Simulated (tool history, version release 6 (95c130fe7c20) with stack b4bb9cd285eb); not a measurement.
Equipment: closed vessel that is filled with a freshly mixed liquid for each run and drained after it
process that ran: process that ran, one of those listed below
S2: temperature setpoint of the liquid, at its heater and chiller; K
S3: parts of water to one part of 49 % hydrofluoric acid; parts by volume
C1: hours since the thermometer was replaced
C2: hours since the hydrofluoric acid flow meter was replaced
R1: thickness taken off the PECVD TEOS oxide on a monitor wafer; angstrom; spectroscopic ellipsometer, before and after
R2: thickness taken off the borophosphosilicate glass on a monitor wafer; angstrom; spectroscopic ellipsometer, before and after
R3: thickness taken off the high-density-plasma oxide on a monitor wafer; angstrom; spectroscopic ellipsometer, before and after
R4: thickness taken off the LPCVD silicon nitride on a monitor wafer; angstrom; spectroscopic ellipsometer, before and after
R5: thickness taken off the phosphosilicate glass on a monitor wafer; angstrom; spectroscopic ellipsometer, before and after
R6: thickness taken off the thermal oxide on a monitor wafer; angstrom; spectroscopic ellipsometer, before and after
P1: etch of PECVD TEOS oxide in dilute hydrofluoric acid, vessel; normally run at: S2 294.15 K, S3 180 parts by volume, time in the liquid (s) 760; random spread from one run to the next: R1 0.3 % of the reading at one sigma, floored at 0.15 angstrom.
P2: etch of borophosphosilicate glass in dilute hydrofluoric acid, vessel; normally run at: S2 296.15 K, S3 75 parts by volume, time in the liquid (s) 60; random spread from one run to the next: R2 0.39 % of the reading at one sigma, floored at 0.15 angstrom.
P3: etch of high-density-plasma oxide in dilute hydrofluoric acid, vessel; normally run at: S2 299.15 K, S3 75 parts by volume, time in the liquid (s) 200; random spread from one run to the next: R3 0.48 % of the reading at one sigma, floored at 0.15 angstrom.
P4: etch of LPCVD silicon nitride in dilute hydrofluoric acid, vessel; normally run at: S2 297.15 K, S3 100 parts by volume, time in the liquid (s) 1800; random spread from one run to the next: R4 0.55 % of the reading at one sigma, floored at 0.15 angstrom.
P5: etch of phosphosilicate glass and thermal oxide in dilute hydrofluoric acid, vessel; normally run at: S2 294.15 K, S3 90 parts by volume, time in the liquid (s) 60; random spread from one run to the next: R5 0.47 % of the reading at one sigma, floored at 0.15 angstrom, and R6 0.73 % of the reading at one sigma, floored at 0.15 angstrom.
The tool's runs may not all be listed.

Run 1, day 0.254: process that ran P1, S2 294.15 K, S3 180 parts by volume, time in the liquid (s) 760; C1 798.9; C2 172.4. Result: R1 296.63 angstrom.
Run 2, day 0.492: process that ran P2, S2 296.15 K, S3 115 parts by volume, time in the liquid (s) 60; C1 804.6; C2 178.1. Result: R2 199.20 angstrom.
Run 3, day 0.783: process that ran P3, S2 306.15 K, S3 75 parts by volume, time in the liquid (s) 200; C1 811.6; C2 185.1. Result: R3 280.910 angstrom.
Run 4, day 1.092: process that ran P4, S2 297.15 K, S3 145 parts by volume, time in the liquid (s) 1800; C1 819.0; C2 192.5. Result: R4 61.1340 angstrom.
Run 5, day 1.300: process that ran P1, S2 294.15 K, S3 180 parts by volume, time in the liquid (s) 760; C1 824.0; C2 197.5. Result: R1 296.17 angstrom.
Run 6, day 1.454: process that ran P5, S2 300.65 K, S3 90 parts by volume, time in the liquid (s) 60; C1 827.7; C2 201.2. Result: R5 648.95 angstrom, R6 36.602 angstrom.
Run 7, day 1.733: process that ran P1, S2 290.15 K, S3 75 parts by volume, time in the liquid (s) 760; C1 834.4; C2 207.9. Result: R1 674.55 angstrom.
Run 8, day 1.896: process that ran P2, S2 296.15 K, S3 75 parts by volume, time in the liquid (s) 60; C1 838.3; C2 211.8. Result: R2 318.37 angstrom.
Run 9, day 2.138: process that ran P2, S2 303.15 K, S3 75 parts by volume, time in the liquid (s) 60; C1 844.1; C2 217.6. Result: R2 423.24 angstrom.
Run 10, day 2.362: process that ran P1, S2 294.15 K, S3 180 parts by volume, time in the liquid (s) 1120; C1 849.5; C2 223.0. Result: R1 436.54 angstrom.
Run 11, day 2.667: process that ran P1, S2 294.15 K, S3 65 parts by volume, time in the liquid (s) 760; C1 856.8; C2 230.3. Result: R1 934.04 angstrom.
Run 12, day 2.879: process that ran P1, S2 294.15 K, S3 180 parts by volume, time in the liquid (s) 760; C1 861.9; C2 235.4. Result: R1 295.77 angstrom.
Run 13, day 3.067: process that ran P4, S2 297.15 K, S3 100 parts by volume, time in the liquid (s) 1800; C1 866.4; C2 239.9. Result: R4 87.5720 angstrom.
Run 14, day 3.362: process that ran P4, S2 303.15 K, S3 100 parts by volume, time in the liquid (s) 1800; C1 873.5; C2 247.0. Result: R4 128.3600 angstrom.
Run 15, day 3.617: process that ran P3, S2 299.15 K, S3 110 parts by volume, time in the liquid (s) 200; C1 879.6; C2 253.1. Result: R3 139.250 angstrom.
Run 16, day 3.771: process that ran P1, S2 294.15 K, S3 180 parts by volume, time in the liquid (s) 760; C1 883.3; C2 256.8. Result: R1 295.59 angstrom.
Run 17, day 3.983: process that ran P1, S2 294.15 K, S3 245 parts by volume, time in the liquid (s) 760; C1 888.4; C2 261.9. Result: R1 203.65 angstrom.
Run 18, day 4.296: process that ran P1, S2 294.15 K, S3 180 parts by volume, time in the liquid (s) 760; C1 895.9; C2 269.4. Result: R1 294.45 angstrom.
Run 19, day 4.458: process that ran P1, S2 290.15 K, S3 180 parts by volume, time in the liquid (s) 760; C1 899.8; C2 273.3. Result: R1 251.69 angstrom.
Run 20, day 4.658: process that ran P1, S2 294.15 K, S3 180 parts by volume, time in the liquid (s) 410; C1 904.6; C2 278.1. Result: R1 159.52 angstrom.
Run 21, day 4.933: process that ran P3, S2 299.15 K, S3 75 parts by volume, time in the liquid (s) 30; C1 911.2; C2 284.7. Result: R3 32.267 angstrom.
Run 22, day 5.204: process that ran P4, S2 297.15 K, S3 100 parts by volume, time in the liquid (s) 1800; C1 917.7; C2 291.2. Result: R4 87.2720 angstrom.
Run 23, day 5.442: process that ran P5, S2 294.15 K, S3 90 parts by volume, time in the liquid (s) 60; C1 923.4; C2 296.9. Result: R5 499.37 angstrom, R6 28.367 angstrom.
Run 24, day 5.629: process that ran P4, S2 297.15 K, S3 100 parts by volume, time in the liquid (s) 30; C1 927.9; C2 301.4. Result: R4 1.5777 angstrom.
Run 25, day 5.771: process that ran P1, S2 301.15 K, S3 70 parts by volume, time in the liquid (s) 760; C1 931.3; C2 304.8. Result: R1 1138.80 angstrom.
Run 26, day 6.062: process that ran P3, S2 299.15 K, S3 75 parts by volume, time in the liquid (s) 200; C1 938.3; C2 311.8. Result: R3 215.390 angstrom.
Run 27, day 6.338: process that ran P2, S2 296.15 K, S3 75 parts by volume, time in the liquid (s) 60; C1 944.9; C2 318.4. Result: R2 319.26 angstrom.
Run 28, day 6.529: process that ran P1, S2 294.15 K, S3 180 parts by volume, time in the liquid (s) 760; C1 949.5; C2 323.0. Result: R1 296.01 angstrom.
Run 29, day 6.679: process that ran P2, S2 296.15 K, S3 75 parts by volume, time in the liquid (s) 30; C1 953.1; C2 326.6. Result: R2 159.44 angstrom.
Run 30, day 6.979: process that ran P5, S2 294.15 K, S3 90 parts by volume, time in the liquid (s) 85; C1 960.3; C2 333.8. Result: R5 706.40 angstrom, R6 39.311 angstrom.
Run 31, day 7.154: process that ran P5, S2 294.15 K, S3 90 parts by volume, time in the liquid (s) 60; C1 964.5; C2 338.0. Result: R5 500.73 angstrom, R6 28.107 angstrom.
Run 32, day 7.467: process that ran P3, S2 299.15 K, S3 75 parts by volume, time in the liquid (s) 200; C1 972.0; C2 345.5. Result: R3 215.960 angstrom.
Run 33, day 7.629: process that ran P1, S2 302.15 K, S3 180 parts by volume, time in the liquid (s) 760; C1 975.9; C2 349.4. Result: R1 396.31 angstrom.
Run 34, day 7.933: process that ran P5, S2 294.15 K, S3 165 parts by volume, time in the liquid (s) 60; C1 983.2; C2 356.7. Result: R5 249.07 angstrom, R6 14.239 angstrom.
Run 35, day 8.129: process that ran P1, S2 294.15 K, S3 180 parts by volume, time in the liquid (s) 760; C1 987.9; C2 361.4. Result: R1 295.98 angstrom.
Run 36, day 8.317: process that ran P1, S2 294.15 K, S3 180 parts by volume, time in the liquid (s) 760; C1 992.4; C2 365.9. Result: R1 302.12 angstrom.
Run 37, day 8.529: process that ran P1, S2 294.15 K, S3 180 parts by volume, time in the liquid (s) 760; C1 997.5; C2 371.0. Result: R1 306.55 angstrom.
Run 38, day 8.717: process that ran P1, S2 294.15 K, S3 180 parts by volume, time in the liquid (s) 760; C1 1002.0; C2 375.5. Result: R1 308.31 angstrom.
Run 39, day 8.983: process that ran P1, S2 294.15 K, S3 180 parts by volume, time in the liquid (s) 760; C1 1008.4; C2 381.9. Result: R1 310.10 angstrom.
Run 40, day 9.150: process that ran P1, S2 294.15 K, S3 180 parts by volume, time in the liquid (s) 760; C1 1012.4; C2 385.9. Result: R1 312.62 angstrom.
Run 41, day 9.350: process that ran P1, S2 294.15 K, S3 180 parts by volume, time in the liquid (s) 760; C1 1017.2; C2 390.7. Result: R1 311.52 angstrom.
Run 42, day 9.596: process that ran P1, S2 294.15 K, S3 180 parts by volume, time in the liquid (s) 760; C1 1023.1; C2 396.6. Result: R1 310.88 angstrom.
Run 43, day 9.742: process that ran P1, S2 294.15 K, S3 180 parts by volume, time in the liquid (s) 760; C1 1026.6; C2 400.1. Result: R1 312.31 angstrom.

What P1 gives has crept off from where it sat before. The 2 causes that follow fit the log equally well, each at the size noted:
A: liquid hotter than its thermometer reads (K) = 1.41
B: hydrofluoric acid flow above the setpoint (%) = 4.66
The creep began at about day 8.129.

4 check runs are offered, one wafer each, their results left as question marks. Which one tells the causes apart?
Run check 1, day 9.888: process that ran P3, S2 299.15 K, S3 75 parts by volume, time in the liquid (s) 200. Result: R3 ?.
Run check 2, day 9.888: process that ran P2, S2 296.15 K, S3 75 parts by volume, time in the liquid (s) 60. Result: R2 ?.
Run check 3, day 9.888: process that ran P5, S2 294.15 K, S3 90 parts by volume, time in the liquid (s) 60. Result: R5 ?, R6 ?.
Run check 4, day 9.888: process that ran P4, S2 297.15 K, S3 100 parts by volume, time in the liquid (s) 1800. Result: R4 ?.

What each check would give under each cause:
  check  result     if A     if B
check 1      R3  227.000  225.740
check 2      R2   338.19   335.72
check 3      R5   531.90   528.10
check 3      R6   29.699   29.487
check 4      R4  95.7720  91.3330
Smallest distance between any two causes, each pair judged by its most separating result, in per cent: check 1 0.56 %; check 2 0.73 %; check 3 0.72 %; check 4 4.75 %
The other checks would show nearly matching results whichever cause is true, so check 4 is the only one that separates the causes.

Check 4 has now been run. It gave: R4 90.8020 angstrom. Which of the candidate causes is it?

The cause is B: hydrofluoric acid flow above the setpoint (%).

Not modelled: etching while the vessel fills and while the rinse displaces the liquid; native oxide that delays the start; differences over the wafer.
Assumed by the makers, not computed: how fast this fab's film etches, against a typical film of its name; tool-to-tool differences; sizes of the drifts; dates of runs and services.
